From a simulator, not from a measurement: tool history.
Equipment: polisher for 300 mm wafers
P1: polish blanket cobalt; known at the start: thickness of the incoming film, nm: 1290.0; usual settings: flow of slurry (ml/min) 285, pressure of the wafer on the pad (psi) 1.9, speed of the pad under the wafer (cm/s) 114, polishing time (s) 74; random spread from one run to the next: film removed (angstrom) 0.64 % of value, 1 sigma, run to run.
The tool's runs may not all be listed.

run,hour,flow of slurry (ml/min),pressure of the wafer on the pad (psi),speed of the pad under the wafer (cm/s),polishing time (s),wafers polished on this pad,hours since the slurry nozzle was cleaned,hours since the head pressure was calibrated,film removed (angstrom)
1,4.3,285,1.9,114,74,711,173.6,139.5,3328.7
2,9.3,285,1.9,114,74,750,178.6,144.5,3349.4
3,18.1,400,1.9,114,74,819,187.4,153.3,3404.3
4,26.7,215,1.9,154,74,886,196.0,161.9,4351.0
5,34.1,285,1.9,52,74,944,203.4,169.3,1529.9
6,39.3,285,3.0,114,74,985,208.6,174.5,5234.5
7,44.5,285,1.9,114,74,1025,213.8,179.7,3375.7
8,49.0,285,1.9,114,74,1060,218.3,184.2,3360.7
9,53.4,285,1.9,150,36,1095,222.7,188.6,2142.4
10,57.6,285,0.9,114,74,1127,226.9,192.8,1564.6
11,64.5,285,1.9,114,117,1181,233.8,199.7,5310.9
12,73.2,285,1.9,114,33,1249,242.5,208.4,1508.8
13,78.7,170,1.9,114,74,1292,248.0,213.9,3138.5
14,83.1,285,1.9,114,74,1327,252.4,218.3,3362.3
15,90.2,285,1.9,150,74,1382,259.5,225.4,4422.1
16,98.8,285,1.9,114,74,1449,268.1,234.0,3375.5
17,103.9,285,1.9,114,74,1489,273.2,239.1,3396.5
18,109.5,285,1.9,114,74,1533,278.8,244.7,3294.4
19,118.8,285,1.9,114,74,1605,288.1,254.0,3256.0
20,127.2,285,1.9,114,74,1671,296.5,262.4,3218.3
21,133.2,285,1.9,114,74,1718,302.5,268.4,3237.3
# hour 136.2: worn pad replaced by a new one
22,141.5,285,1.9,114,74,41,310.8,276.7,3253.7
23,150.6,285,1.9,114,74,112,319.9,285.8,3188.7

P1 has crept away from where it was. The log is fitted equally well by each of these 2 causes, at the sizes shown:
A: head's pressure below its setpoint, % = 3.97
B: slurry flow missing at the pad, % = 30.3
Creep in the process output first set in at about hour 103.9.
Excluded causes, each with its reason:
removal rate lost through wear of the pad, %: was serviced at hour 136.2, once the creep was under way, yet the earlier output never came back

Consider the 4 check runs below, whose results appear as question marks and each of which averages 5 wafers. Which one distinguishes the causes, in that each cause would give it a clearly different result?
check 1,159.7,285,2.7,114,36,,,,?
check 2,159.7,285,1.9,66,74,,,,?
check 3,159.7,170,1.9,114,74,,,,?
check 4,159.7,285,1.9,66,36,,,,?

Expected result of each check under each candidate cause:
check,result,if A,if B
check 1,film removed (angstrom),2226.80,2227.00
check 2,film removed (angstrom),1864.80,1865.00
check 3,film removed (angstrom),3025.60,2950.90
check 4,film removed (angstrom),907.22,907.29
Minimum pairwise separation of causes per check, each pair taken at its best-separating result: check 1 0.01 %; check 2 0.01 %; check 3 2.5 %; check 4 0.01 %
Of the check runs offered, only check 3 discriminates between the causes; the rest would read about the same regardless of which cause applies.

With check 3 done, the readings were: film removed (angstrom) 2951.70. Identify which of the listed causes applies.

Of the candidate causes, it is B: slurry flow missing at the pad, %.
